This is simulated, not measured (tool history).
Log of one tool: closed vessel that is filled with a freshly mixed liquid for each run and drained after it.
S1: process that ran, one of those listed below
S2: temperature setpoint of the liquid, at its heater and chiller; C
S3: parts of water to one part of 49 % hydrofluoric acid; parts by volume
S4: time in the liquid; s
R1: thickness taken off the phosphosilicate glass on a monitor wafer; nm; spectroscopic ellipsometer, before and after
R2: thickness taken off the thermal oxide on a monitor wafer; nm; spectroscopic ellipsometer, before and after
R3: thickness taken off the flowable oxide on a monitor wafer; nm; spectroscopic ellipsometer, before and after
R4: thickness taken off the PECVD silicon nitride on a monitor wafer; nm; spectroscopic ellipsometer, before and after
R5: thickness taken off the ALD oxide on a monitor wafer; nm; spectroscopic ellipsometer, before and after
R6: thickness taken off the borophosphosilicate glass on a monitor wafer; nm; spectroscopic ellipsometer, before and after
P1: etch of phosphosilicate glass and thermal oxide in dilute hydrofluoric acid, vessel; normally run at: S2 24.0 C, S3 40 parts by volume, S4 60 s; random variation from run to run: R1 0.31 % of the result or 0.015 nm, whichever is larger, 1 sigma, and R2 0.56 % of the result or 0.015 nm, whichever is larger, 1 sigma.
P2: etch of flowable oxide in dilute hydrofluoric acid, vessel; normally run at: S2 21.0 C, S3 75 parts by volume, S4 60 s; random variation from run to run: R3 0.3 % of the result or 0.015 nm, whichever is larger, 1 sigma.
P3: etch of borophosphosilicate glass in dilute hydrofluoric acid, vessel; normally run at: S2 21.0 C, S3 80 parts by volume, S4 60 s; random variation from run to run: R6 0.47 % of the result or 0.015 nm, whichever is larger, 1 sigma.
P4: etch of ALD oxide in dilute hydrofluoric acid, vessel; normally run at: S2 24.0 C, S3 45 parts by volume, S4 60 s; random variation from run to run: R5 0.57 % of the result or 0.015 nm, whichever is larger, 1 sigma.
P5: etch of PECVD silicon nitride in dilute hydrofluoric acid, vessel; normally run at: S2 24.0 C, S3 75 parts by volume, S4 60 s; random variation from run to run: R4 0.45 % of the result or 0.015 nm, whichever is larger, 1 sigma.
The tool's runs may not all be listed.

run 1 hour=15.2 | S1=P1 S2=24.0 S3=40 S4=60 | R1=317.44 R2=7.8536
run 2 hour=27.2 | S1=P2 S2=21.0 S3=140 S4=60 | R3=21.702
run 3 hour=44.0 | S1=P1 S2=19.0 S3=40 S4=60 | R1=256.97 R2=6.3168
run 4 hour=58.2 | S1=P5 S2=24.0 S3=75 S4=60 | R4=4.5719
run 5 hour=67.8 | S1=P1 S2=24.0 S3=40 S4=60 | R1=317.25 R2=7.8442
run 6 hour=80.2 | S1=P1 S2=24.0 S3=25 S4=60 | R1=517.45 R2=12.9450
run 7 hour=96.1 | S1=P4 S2=18.5 S3=45 S4=60 | R5=20.096
run 8 hour=104.4 | S1=P1 S2=24.0 S3=40 S4=60 | R1=315.68 R2=7.9035
run 9 hour=114.2 | S1=P1 S2=24.0 S3=40 S4=60 | R1=315.74 R2=7.9137
run 10 hour=124.8 | S1=P1 S2=24.0 S3=40 S4=60 | R1=316.38 R2=7.7624
run 11 hour=141.9 | S1=P2 S2=21.0 S3=75 S4=110 | R3=79.997
run 12 hour=157.1 | S1=P5 S2=24.0 S3=120 S4=60 | R4=2.9105
run 13 hour=171.8 | S1=P1 S2=24.0 S3=40 S4=35 | R1=185.69 R2=4.5943
run 14 hour=185.1 | S1=P2 S2=21.0 S3=75 S4=60 | R3=43.536
run 15 hour=201.7 | S1=P1 S2=24.0 S3=40 S4=100 | R1=527.17 R2=13.0880
run 16 hour=212.5 | S1=P3 S2=25.5 S3=80 S4=60 | R6=31.580
run 17 hour=224.2 | S1=P5 S2=24.0 S3=75 S4=30 | R4=2.3075
run 18 hour=239.4 | S1=P1 S2=30.0 S3=40 S4=60 | R1=403.14 R2=10.0250
run 19 hour=258.4 | S1=P2 S2=21.0 S3=75 S4=60 | R3=43.618
run 20 hour=276.5 | S1=P1 S2=24.0 S3=40 S4=60 | R1=316.76 R2=7.8091
run 21 hour=292.5 | S1=P4 S2=24.0 S3=45 S4=30 | R5=12.749
run 22 hour=301.5 | S1=P1 S2=24.0 S3=65 S4=60 | R1=189.42 R2=4.7320
run 23 hour=317.2 | S1=P3 S2=21.0 S3=80 S4=110 | R6=48.433
run 24 hour=332.5 | S1=P5 S2=17.0 S3=75 S4=60 | R4=2.8666
run 25 hour=349.5 | S1=P5 S2=24.0 S3=75 S4=60 | R4=4.6181
-- hour=359.1 thermometer replaced
run 26 hour=364.9 | S1=P3 S2=21.0 S3=80 S4=60 | R6=26.192
run 27 hour=380.5 | S1=P1 S2=17.0 S3=40 S4=85 | R1=331.07 R2=8.2478
run 28 hour=398.2 | S1=P4 S2=24.0 S3=45 S4=60 | R5=25.437
run 29 hour=413.7 | S1=P4 S2=24.0 S3=75 S4=60 | R5=14.632
run 30 hour=423.6 | S1=P1 S2=31.5 S3=40 S4=30 | R1=214.06 R2=5.3665
run 31 hour=434.9 | S1=P2 S2=26.0 S3=75 S4=60 | R3=53.215
run 32 hour=453.8 | S1=P3 S2=21.0 S3=30 S4=60 | R6=74.944
run 33 hour=467.6 | S1=P1 S2=24.0 S3=40 S4=60 | R1=317.60 R2=7.8223
run 34 hour=482.7 | S1=P1 S2=24.0 S3=40 S4=60 | R1=305.79 R2=7.6500
run 35 hour=499.2 | S1=P1 S2=24.0 S3=40 S4=60 | R1=299.15 R2=7.4469
run 36 hour=512.7 | S1=P1 S2=24.0 S3=40 S4=60 | R1=296.48 R2=7.4115
run 37 hour=523.4 | S1=P1 S2=24.0 S3=40 S4=60 | R1=295.74 R2=7.2736
run 38 hour=536.8 | S1=P1 S2=24.0 S3=40 S4=60 | R1=290.08 R2=7.3128
run 39 hour=554.7 | S1=P1 S2=24.0 S3=40 S4=60 | R1=291.82 R2=7.2962
run 40 hour=573.3 | S1=P1 S2=24.0 S3=40 S4=60 | R1=290.02 R2=7.1972
run 41 hour=586.9 | S1=P1 S2=24.0 S3=40 S4=60 | R1=291.85 R2=7.2698
run 42 hour=602.2 | S1=P1 S2=24.0 S3=40 S4=60 | R1=290.35 R2=7.2106

What P1 gives has crept away from where it was. These 2 causes fit the log equally well, each at the size given:
A: hydrofluoric acid flow below the setpoint (%) = 8.1
B: liquid colder than its thermometer reads (K) = 2.14
The creep began at about hour 467.6.

4 check runs are offered, one wafer each, their results left as question marks. Which one tells the causes apart?
run check 1 hour=617.5 | S1=P4 S2=24.0 S3=45 S4=60 | R5=?
run check 2 hour=617.5 | S1=P5 S2=24.0 S3=75 S4=60 | R4=?
run check 3 hour=617.5 | S1=P3 S2=21.0 S3=80 S4=60 | R6=?
run check 4 hour=617.5 | S1=P2 S2=21.0 S3=75 S4=60 | R3=?

What each check would give under each cause:
check=check_1 result=R5 if_A=23.272 if_B=23.287
check=check_2 result=R4 if_A=4.2450 if_B=3.9953
check=check_3 result=R6 if_A=24.043 if_B=24.131
check=check_4 result=R3 if_A=39.660 if_B=39.774
How far apart the two closest causes lie, in the result that separates them most: check 1 0.07 %; check 2 6.06 %; check 3 0.36 %; check 4 0.29 %
Check 2 tells the causes apart: in the others they would give nearly the same result.

Then check 2 was run and gave: R4 4.2614 nm. Which cause is it?

It is A: hydrofluoric acid flow below the setpoint (%).
